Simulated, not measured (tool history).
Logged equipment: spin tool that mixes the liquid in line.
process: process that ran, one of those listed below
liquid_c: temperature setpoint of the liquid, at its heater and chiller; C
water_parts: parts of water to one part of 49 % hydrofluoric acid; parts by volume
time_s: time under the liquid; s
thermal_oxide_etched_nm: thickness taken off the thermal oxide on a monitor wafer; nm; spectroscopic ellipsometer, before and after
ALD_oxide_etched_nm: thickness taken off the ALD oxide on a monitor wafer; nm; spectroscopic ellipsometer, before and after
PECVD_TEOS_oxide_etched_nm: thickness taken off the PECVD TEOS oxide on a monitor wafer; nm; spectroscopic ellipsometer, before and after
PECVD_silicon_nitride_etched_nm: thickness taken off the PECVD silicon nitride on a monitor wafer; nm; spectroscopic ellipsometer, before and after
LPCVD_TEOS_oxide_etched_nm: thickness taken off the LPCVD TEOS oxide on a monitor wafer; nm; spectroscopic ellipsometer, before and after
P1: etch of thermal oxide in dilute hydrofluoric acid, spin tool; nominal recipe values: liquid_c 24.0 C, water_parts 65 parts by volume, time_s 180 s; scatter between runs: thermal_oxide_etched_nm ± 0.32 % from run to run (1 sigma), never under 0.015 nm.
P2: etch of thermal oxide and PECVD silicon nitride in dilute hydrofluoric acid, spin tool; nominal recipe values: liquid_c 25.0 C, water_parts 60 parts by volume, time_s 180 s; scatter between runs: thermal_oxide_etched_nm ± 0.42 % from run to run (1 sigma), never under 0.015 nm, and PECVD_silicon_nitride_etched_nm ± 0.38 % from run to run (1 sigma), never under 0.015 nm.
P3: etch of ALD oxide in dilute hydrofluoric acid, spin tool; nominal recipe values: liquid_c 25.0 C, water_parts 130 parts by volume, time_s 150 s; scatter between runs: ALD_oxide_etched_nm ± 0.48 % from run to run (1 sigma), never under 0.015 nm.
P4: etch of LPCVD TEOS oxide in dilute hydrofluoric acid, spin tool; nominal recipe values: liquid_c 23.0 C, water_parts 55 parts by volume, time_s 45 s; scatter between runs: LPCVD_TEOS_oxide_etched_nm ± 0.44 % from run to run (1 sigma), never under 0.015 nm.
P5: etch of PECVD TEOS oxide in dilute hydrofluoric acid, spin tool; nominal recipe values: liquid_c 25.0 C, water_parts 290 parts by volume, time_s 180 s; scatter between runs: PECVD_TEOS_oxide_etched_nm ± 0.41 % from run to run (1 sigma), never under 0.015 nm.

run,hour,process,liquid_c,water_parts,time_s,thermal_oxide_etched_nm,ALD_oxide_etched_nm,PECVD_TEOS_oxide_etched_nm,PECVD_silicon_nitride_etched_nm,LPCVD_TEOS_oxide_etched_nm
1,15.1,P1,24.0,65,180,14.1440,,,,
2,28.6,P3,25.0,130,285,,35.516,,,
3,46.2,P5,31.0,290,180,,,9.7619,,
4,61.4,P3,25.0,75,150,,34.767,,,
5,71.5,P1,28.5,65,180,16.7620,,,,
6,84.7,P3,25.0,130,150,,18.842,,,
7,98.2,P1,24.0,65,180,14.0150,,,,
8,112.1,P1,24.0,65,180,14.0510,,,,
9,126.7,P1,24.0,105,180,8.2587,,,,
10,143.9,P3,18.5,130,150,,14.528,,,
11,155.1,P2,25.0,60,180,15.1310,,,8.3818,
12,169.1,P1,24.0,65,180,14.0420,,,,
13,180.6,P4,17.0,55,45,,,,,18.0440
14,198.3,P5,25.0,290,180,,,8.0351,,
15,208.2,P4,23.0,55,45,,,,,23.1120
16,218.5,P1,17.0,65,255,14.8890,,,,
17,234.3,P2,30.0,60,180,18.5030,,,11.7640,
18,247.8,P1,20.0,65,35,2.3187,,,,
19,261.1,P1,24.0,65,15,1.2132,,,,
20,269.2,P5,25.0,290,180,,,7.9701,,
21,283.1,P5,25.0,290,330,,,14.7270,,
22,294.8,P1,19.0,65,180,11.3250,,,,
23,308.2,P2,25.0,105,180,8.2002,,,4.8372,
24,325.0,P1,19.0,20,180,39.0150,,,,
25,341.8,P1,24.0,30,180,31.7320,,,,
26,359.3,P1,24.0,65,180,14.0510,,,,
27,373.6,P5,25.0,70,180,,,42.2410,,
28,390.5,P4,23.0,55,15,,,,,7.7592
29,399.1,P3,25.0,130,150,,18.663,,,
30,413.2,P1,24.0,65,285,22.2670,,,,
31,428.3,P1,24.0,65,180,14.0560,,,,
32,442.3,P2,25.0,60,60,5.0604,,,2.7749,
33,453.8,P1,24.0,65,180,14.1540,,,,
34,470.1,P4,23.0,20,45,,,,,66.9460
35,487.6,P1,24.0,65,180,14.0670,,,,
36,504.0,P1,24.0,65,180,14.5720,,,,
37,514.9,P1,24.0,65,180,14.7690,,,,
38,528.4,P1,24.0,65,180,14.8670,,,,
39,538.2,P1,24.0,65,180,14.9740,,,,
40,553.3,P1,24.0,65,180,15.1110,,,,
41,565.6,P1,24.0,65,180,14.9990,,,,
42,580.7,P1,24.0,65,180,15.1670,,,,

Compared with where it was, what P1 gives has crept away. Each cause listed below fits the log as well as the rest, at the size given for it:
A: hydrofluoric acid flow above the setpoint (%) = 6.9
B: liquid hotter than its thermometer reads (K) = 1.79
The gradual shift began around hour 487.6.

Below are 4 check runs, each on a single wafer, with their results shown as question marks. Which of them would tell the listed causes apart, meaning the causes would give clearly different results under it?
check 1,595.8,P4,23.0,20,45,,,,,?
check 2,595.8,P5,25.0,85,290,,,?,,
check 3,595.8,P3,21.5,130,150,,?,,,
check 4,595.8,P2,25.0,60,95,?,,,?,

Outcome of each check run for each possible cause:
check,result,if A,if B
check 1,LPCVD_TEOS_oxide_etched_nm,71.7510,72.2720
check 2,PECVD_TEOS_oxide_etched_nm,59.6220,59.4230
check 3,ALD_oxide_etched_nm,17.668,17.569
check 4,thermal_oxide_etched_nm,8.5907,8.5915
check 4,PECVD_silicon_nitride_etched_nm,4.7528,5.0109
Minimum pairwise separation of causes per check, each pair taken at its best-separating result: check 1 0.72 %; check 2 0.33 %; check 3 0.56 %; check 4 5.29 %
Check 4 is the one run that separates the causes; every other check would come out nearly the same whichever cause is at work.

Check 4 was then run and gave: thermal_oxide_etched_nm 8.5386 nm; PECVD_silicon_nitride_etched_nm 4.7408 nm. Which cause is it?

The correct cause is A, namely: hydrofluoric acid flow above the setpoint (%).

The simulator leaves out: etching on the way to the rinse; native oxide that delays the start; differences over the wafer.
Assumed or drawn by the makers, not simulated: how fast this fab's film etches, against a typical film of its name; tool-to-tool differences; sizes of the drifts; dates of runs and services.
